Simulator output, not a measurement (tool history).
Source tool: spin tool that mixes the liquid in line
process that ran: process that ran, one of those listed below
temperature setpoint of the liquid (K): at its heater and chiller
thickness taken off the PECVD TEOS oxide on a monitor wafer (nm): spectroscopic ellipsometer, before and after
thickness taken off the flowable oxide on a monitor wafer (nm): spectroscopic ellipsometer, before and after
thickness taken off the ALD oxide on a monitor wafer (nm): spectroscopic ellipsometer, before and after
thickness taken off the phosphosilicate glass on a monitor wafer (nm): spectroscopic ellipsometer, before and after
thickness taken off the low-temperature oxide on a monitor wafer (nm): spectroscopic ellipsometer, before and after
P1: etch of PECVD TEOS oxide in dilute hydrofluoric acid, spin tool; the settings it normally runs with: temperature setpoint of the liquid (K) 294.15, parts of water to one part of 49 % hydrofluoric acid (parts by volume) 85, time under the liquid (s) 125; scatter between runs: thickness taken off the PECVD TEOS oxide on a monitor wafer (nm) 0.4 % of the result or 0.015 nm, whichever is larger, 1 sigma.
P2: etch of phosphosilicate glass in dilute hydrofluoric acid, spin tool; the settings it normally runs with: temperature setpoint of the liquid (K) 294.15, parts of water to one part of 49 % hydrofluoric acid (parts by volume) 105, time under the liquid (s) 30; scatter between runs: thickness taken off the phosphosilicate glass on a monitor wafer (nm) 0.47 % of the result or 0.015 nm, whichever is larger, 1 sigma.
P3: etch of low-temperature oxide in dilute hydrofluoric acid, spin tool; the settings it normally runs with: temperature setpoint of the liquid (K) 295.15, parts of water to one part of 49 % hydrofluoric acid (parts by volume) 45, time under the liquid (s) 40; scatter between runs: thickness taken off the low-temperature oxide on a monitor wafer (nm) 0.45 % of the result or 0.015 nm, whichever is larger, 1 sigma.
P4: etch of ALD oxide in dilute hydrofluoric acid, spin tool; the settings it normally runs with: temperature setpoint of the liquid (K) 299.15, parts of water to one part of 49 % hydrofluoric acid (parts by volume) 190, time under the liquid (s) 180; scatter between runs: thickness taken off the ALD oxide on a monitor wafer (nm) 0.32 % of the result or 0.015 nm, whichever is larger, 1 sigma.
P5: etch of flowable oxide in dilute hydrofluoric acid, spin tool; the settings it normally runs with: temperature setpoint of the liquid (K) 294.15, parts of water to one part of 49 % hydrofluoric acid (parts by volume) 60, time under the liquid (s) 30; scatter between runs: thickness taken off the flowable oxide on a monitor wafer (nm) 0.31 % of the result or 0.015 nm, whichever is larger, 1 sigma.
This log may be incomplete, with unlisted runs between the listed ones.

| run | day | process that ran | temperature setpoint of the liquid (K) | parts of water to one part of 49 % hydrofluoric acid (parts by volume) | time under the liquid (s) | thickness taken off the PECVD TEOS oxide on a monitor wafer (nm) | thickness taken off the flowable oxide on a monitor wafer (nm) | thickness taken off the ALD oxide on a monitor wafer (nm) | thickness taken off the phosphosilicate glass on a monitor wafer (nm) | thickness taken off the low-temperature oxide on a monitor wafer (nm) |
|---|---|---|---|---|---|---|---|---|---|---|
| 1 | 0.458 | P1 | 294.15 | 85 | 125 | 30.925 |  |  |  |  |
| 2 | 0.912 | P5 | 290.15 | 60 | 30 |  | 16.1960 |  |  |  |
| 3 | 1.396 | P1 | 290.15 | 40 | 125 | 58.881 |  |  |  |  |
| 4 | 1.667 | P4 | 299.15 | 190 | 180 |  |  | 19.3920 |  |  |
| 5 | 2.029 | P2 | 294.15 | 50 | 30 |  |  |  | 60.845 |  |
| 6 | 2.317 | P3 | 303.65 | 45 | 40 |  |  |  |  | 13.0660 |
| 7 | 2.788 | P1 | 294.15 | 120 | 125 | 21.233 |  |  |  |  |
| 8 | 3.108 | P4 | 299.15 | 340 | 180 |  |  | 9.2795 |  |  |
| 9 | 3.433 | P4 | 294.65 | 190 | 180 |  |  | 16.4470 |  |  |
| 10 | 3.733 | P5 | 294.15 | 100 | 30 |  | 10.9760 |  |  |  |
| 11 | 4.183 | P1 | 294.15 | 85 | 45 | 11.170 |  |  |  |  |
| 12 | 4.454 | P1 | 294.15 | 85 | 125 | 31.107 |  |  |  |  |
| 13 | 4.717 | P3 | 295.15 | 45 | 40 |  |  |  |  | 9.1790 |
| 14 | 5.175 | P2 | 294.15 | 105 | 15 |  |  |  | 13.516 |  |
| 15 | 5.438 | P4 | 299.15 | 190 | 180 |  |  | 19.4290 |  |  |
| 16 | 5.842 | P1 | 294.15 | 85 | 125 | 31.166 |  |  |  |  |
| 17 | 6.350 | P1 | 294.15 | 85 | 125 | 31.277 |  |  |  |  |
| 18 | 6.771 | P2 | 294.15 | 105 | 30 |  |  |  | 27.066 |  |
| 19 | 7.292 | P5 | 294.15 | 60 | 15 |  | 9.5449 |  |  |  |
| 20 | 7.679 | P1 | 294.15 | 85 | 125 | 31.045 |  |  |  |  |
| 21 | 8.083 | P1 | 294.15 | 85 | 205 | 51.077 |  |  |  |  |
| 22 | 8.617 | P3 | 295.15 | 45 | 15 |  |  |  |  | 3.4604 |
| 23 | 9.112 | P3 | 295.15 | 45 | 40 |  |  |  |  | 9.2400 |
| 24 | 9.446 | P2 | 294.15 | 105 | 30 |  |  |  | 27.109 |  |
| 25 | 9.942 | P1 | 290.15 | 85 | 60 | 12.689 |  |  |  |  |
| 26 | 10.317 | P1 | 290.15 | 85 | 50 | 10.591 |  |  |  |  |
| 27 | 10.621 | P1 | 300.15 | 85 | 125 | 39.317 |  |  |  |  |
| 28 | 11.033 | P5 | 294.15 | 60 | 30 |  | 19.1540 |  |  |  |
| 29 | 11.329 | P1 | 294.15 | 85 | 125 | 31.267 |  |  |  |  |
| 30 | 11.829 | P2 | 301.15 | 105 | 30 |  |  |  | 35.345 |  |
| 31 | 12.133 | P1 | 294.15 | 50 | 125 | 55.135 |  |  |  |  |
| 32 | 12.546 | P1 | 290.15 | 85 | 125 | 26.471 |  |  |  |  |
| 33 | 12.971 | P5 | 294.15 | 60 | 30 |  | 19.0750 |  |  |  |
| 34 | 13.208 | P3 | 295.15 | 60 | 40 |  |  |  |  | 6.7141 |
| 35 | 13.496 | P4 | 299.15 | 190 | 15 |  |  | 1.6178 |  |  |
| 36 | 13.958 | P1 | 294.15 | 85 | 125 | 31.105 |  |  |  |  |
| 37 | 14.446 | P1 | 294.15 | 85 | 125 | 32.364 |  |  |  |  |
| 38 | 14.954 | P1 | 294.15 | 85 | 125 | 32.853 |  |  |  |  |
| 39 | 15.325 | P1 | 294.15 | 85 | 125 | 33.517 |  |  |  |  |
| 40 | 15.704 | P1 | 294.15 | 85 | 125 | 33.314 |  |  |  |  |
| 41 | 15.988 | P1 | 294.15 | 85 | 125 | 33.499 |  |  |  |  |
| 42 | 16.421 | P1 | 294.15 | 85 | 125 | 33.593 |  |  |  |  |
| 43 | 16.658 | P1 | 294.15 | 85 | 125 | 33.436 |  |  |  |  |
| 44 | 16.942 | P1 | 294.15 | 85 | 125 | 33.627 |  |  |  |  |

P1 no longer gives what it gave before; its output has crept away from where it was. The following 2 causes, each at its listed size, fit the log equally well:
A: liquid hotter than its thermometer reads (K) = 1.82
B: hydrofluoric acid flow above the setpoint (%) = 6.99
At approximately day 13.958, the process output began to creep.

Which of the 4 check runs listed below separates the causes, so that each cause would produce a clearly different result? Each run uses one wafer, and its results are marked with question marks.
| check 1 | 17.225 | P5 | 290.15 | 100 | 30 |  | ? |  |  |  |
| check 2 | 17.225 | P3 | 298.15 | 60 | 40 |  |  |  |  | ? |
| check 3 | 17.225 | P4 | 299.15 | 340 | 180 |  |  | ? |  |  |
| check 4 | 17.225 | P2 | 294.15 | 75 | 15 |  |  |  | ? |  |

What every check run would give for each of its results, assuming each possible cause in turn:
| check | result | if A | if B |
|---|---|---|---|
| check 1 | thickness taken off the flowable oxide on a monitor wafer (nm) | 10.0100 | 9.9919 |
| check 2 | thickness taken off the low-temperature oxide on a monitor wafer (nm) | 8.2398 | 8.2371 |
| check 3 | thickness taken off the ALD oxide on a monitor wafer (nm) | 9.8506 | 10.1510 |
| check 4 | thickness taken off the phosphosilicate glass on a monitor wafer (nm) | 21.091 | 21.063 |
How far apart the two closest causes lie, in the result that separates them most: check 1 0.18 %; check 2 0.03 %; check 3 3 %; check 4 0.14 %
Only check 3 tells the causes apart: in the others they would give nearly the same result.

Check 3 was then run and gave: thickness taken off the ALD oxide on a monitor wafer (nm) 9.8031. Which cause is it?

A is the cause: liquid hotter than its thermometer reads (K).
